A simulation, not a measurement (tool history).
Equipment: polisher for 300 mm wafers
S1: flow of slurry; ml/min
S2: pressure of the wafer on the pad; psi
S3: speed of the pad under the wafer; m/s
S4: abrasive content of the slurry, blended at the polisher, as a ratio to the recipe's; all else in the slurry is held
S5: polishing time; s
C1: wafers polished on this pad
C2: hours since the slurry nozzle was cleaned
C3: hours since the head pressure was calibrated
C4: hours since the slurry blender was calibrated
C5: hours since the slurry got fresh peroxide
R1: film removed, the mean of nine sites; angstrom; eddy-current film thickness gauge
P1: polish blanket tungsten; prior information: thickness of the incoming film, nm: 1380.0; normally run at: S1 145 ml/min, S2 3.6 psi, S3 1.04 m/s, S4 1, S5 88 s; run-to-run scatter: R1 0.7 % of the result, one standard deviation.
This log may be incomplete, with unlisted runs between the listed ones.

| run | hour | S1 | S2 | S3 | S4 | S5 | C1 | C2 | C3 | C4 | C5 | R1 |
|---|---|---|---|---|---|---|---|---|---|---|---|---|
| 1 | 4.1 | 145 | 3.6 | 1.04 | 1 | 88 | 226 | 468.3 | 623.9 | 26 | 22.1 | 4547 |
| 2 | 8.3 | 145 | 3.6 | 1.28 | 1.2 | 88 | 275 | 472.5 | 628.1 | 30.2 | 26.3 | 5831.2 |
| 3 | 10.8 | 145 | 5.5 | 1.04 | 1 | 88 | 304 | 475 | 630.6 | 32.7 | 28.8 | 6880.5 |
|  | 13.7 | slurry nozzle cleaned |
| 4 | 14.6 | 145 | 1.6 | 1.34 | 1 | 88 | 347 | 0.9 | 634.4 | 36.5 | 32.6 | 2632.4 |
| 5 | 16.7 | 205 | 3.6 | 1.04 | 1 | 88 | 372 | 3 | 636.5 | 38.6 | 34.7 | 4728.8 |
| 6 | 19.4 | 145 | 3.6 | 1.32 | 1 | 88 | 403 | 5.7 | 639.2 | 41.3 | 37.4 | 5795.8 |
| 7 | 22.2 | 145 | 3.6 | 1.04 | 1 | 123 | 435 | 8.5 | 642 | 44.1 | 40.2 | 6281.9 |
| 8 | 26.2 | 145 | 3.6 | 1.04 | 1 | 88 | 482 | 12.5 | 646 | 48.1 | 44.2 | 4604.4 |
| 9 | 28.7 | 145 | 3.6 | 1.04 | 1 | 88 | 510 | 15 | 648.5 | 50.6 | 46.7 | 4564.9 |
| 10 | 32.8 | 145 | 3.6 | 1.04 | 1 | 46 | 558 | 19.1 | 652.6 | 54.7 | 50.8 | 2335.2 |
| 11 | 35.9 | 145 | 3.6 | 0.56 | 0.75 | 88 | 594 | 22.2 | 655.7 | 57.8 | 53.9 | 2282.4 |
| 12 | 38 | 145 | 3.6 | 1.04 | 1 | 88 | 618 | 24.3 | 657.8 | 59.9 | 56 | 4563.2 |
| 13 | 41.2 | 145 | 3.6 | 1.04 | 0.65 | 88 | 655 | 27.5 | 661 | 63.1 | 59.2 | 4149.4 |
| 14 | 45.1 | 85 | 3.6 | 1.04 | 1 | 88 | 700 | 31.4 | 664.9 | 67 | 63.1 | 3985.6 |
| 15 | 48.8 | 145 | 3.6 | 0.46 | 1 | 88 | 743 | 35.1 | 668.6 | 70.7 | 66.8 | 2016.6 |
| 16 | 52.4 | 145 | 3.6 | 1.04 | 1.5 | 88 | 784 | 38.7 | 672.2 | 74.3 | 70.4 | 5069.9 |
| 17 | 55.7 | 145 | 3.6 | 1.04 | 1 | 88 | 823 | 42 | 675.5 | 77.6 | 73.7 | 4534.4 |
| 18 | 57.9 | 145 | 2.2 | 1.04 | 1 | 88 | 848 | 44.2 | 677.7 | 79.8 | 75.9 | 2782.2 |
| 19 | 61.7 | 145 | 3.6 | 1.04 | 1 | 88 | 892 | 48 | 681.5 | 83.6 | 79.7 | 4586.5 |
| 20 | 65.4 | 145 | 3.6 | 1.04 | 1 | 88 | 935 | 51.7 | 685.2 | 87.3 | 83.4 | 4442.4 |
| 21 | 69.3 | 145 | 3.6 | 1.04 | 1 | 88 | 980 | 55.6 | 689.1 | 91.2 | 87.3 | 4343.6 |
| 22 | 73 | 145 | 3.6 | 1.04 | 1 | 88 | 1022 | 59.3 | 692.8 | 94.9 | 91 | 4307.6 |
| 23 | 75.6 | 145 | 3.6 | 1.04 | 1 | 88 | 1053 | 61.9 | 695.4 | 97.5 | 93.6 | 4269.9 |
|  | 78.8 | head pressure recalibrated |
|  | 79.2 | worn pad replaced by a new one |
| 24 | 79.2 | 145 | 3.6 | 1.04 | 1 | 88 | 0 | 65.5 | 0.4 | 101.1 | 97.2 | 4255.9 |
| 25 | 82.1 | 145 | 3.6 | 1.04 | 1 | 88 | 34 | 68.4 | 3.3 | 104 | 100.1 | 4229 |
| 26 | 84.2 | 145 | 3.6 | 1.04 | 1 | 88 | 58 | 70.5 | 5.4 | 106.1 | 102.2 | 4229.5 |
| 27 | 87.1 | 145 | 3.6 | 1.04 | 1 | 88 | 92 | 73.4 | 8.3 | 109 | 105.1 | 4206.6 |
|  | 87.3 | slurry blender recalibrated |
| 28 | 89.6 | 145 | 3.6 | 1.04 | 1 | 88 | 120 | 75.9 | 10.8 | 2.3 | 107.6 | 4161.7 |
| 29 | 93.5 | 145 | 3.6 | 1.04 | 1 | 88 | 166 | 79.8 | 14.7 | 6.2 | 111.5 | 4234.5 |
| 30 | 96 | 145 | 3.6 | 1.04 | 1 | 88 | 194 | 82.3 | 17.2 | 8.7 | 114 | 4191.6 |

The output of P1 has drifted from where it used to be. Each of the 2 causes below, taken at the size shown beside it, accounts for the log equally well:
A: peroxide lost from the slurry, % = 17.8
B: slurry flow missing at the pad, % = 30.2
Creep in the process output first set in at about hour 61.7.
Each remaining cause and why it is not a fit:
removal rate lost through wear of the pad, %: serviced at hour 79.2, which brought nothing back
head's pressure below its setpoint, %: serviced at hour 78.8, which brought nothing back
abrasive missing from the slurry, %: serviced at hour 87.3, which brought nothing back

Which of the 4 check runs listed below, each an average over 2 wafers with its results shown as question marks, gives clearly different results under the different listed causes?
| check 1 | 98.5 | 145 | 3.6 | 0.84 | 1 | 88 |  |  |  |  |  | ? |
| check 2 | 98.5 | 145 | 2.8 | 1.04 | 1.45 | 88 |  |  |  |  |  | ? |
| check 3 | 98.5 | 145 | 4.5 | 1.04 | 1 | 50 |  |  |  |  |  | ? |
| check 4 | 98.5 | 85 | 3.6 | 1.04 | 1 | 52 |  |  |  |  |  | ? |

What every check run would give for each of its results, assuming each possible cause in turn:
| check | result | if A | if B |
|---|---|---|---|
| check 1 | R1 | 3406.4 | 3405.9 |
| check 2 | R1 | 3587.1 | 3586.6 |
| check 3 | R1 | 2995.3 | 2994.9 |
| check 4 | R1 | 2203.5 | 2106.2 |
Separation of the two closest causes in each check, using whichever result separates them best: check 1 0.01 %; check 2 0.01 %; check 3 0.01 %; check 4 4.52 %
The other checks would show nearly matching results whichever cause is true, so check 4 is the only one that separates the causes.

After running check 4, the following was obtained: R1 2104.4 angstrom. Which cause does this point to?

The correct cause is B, namely: slurry flow missing at the pad, %.
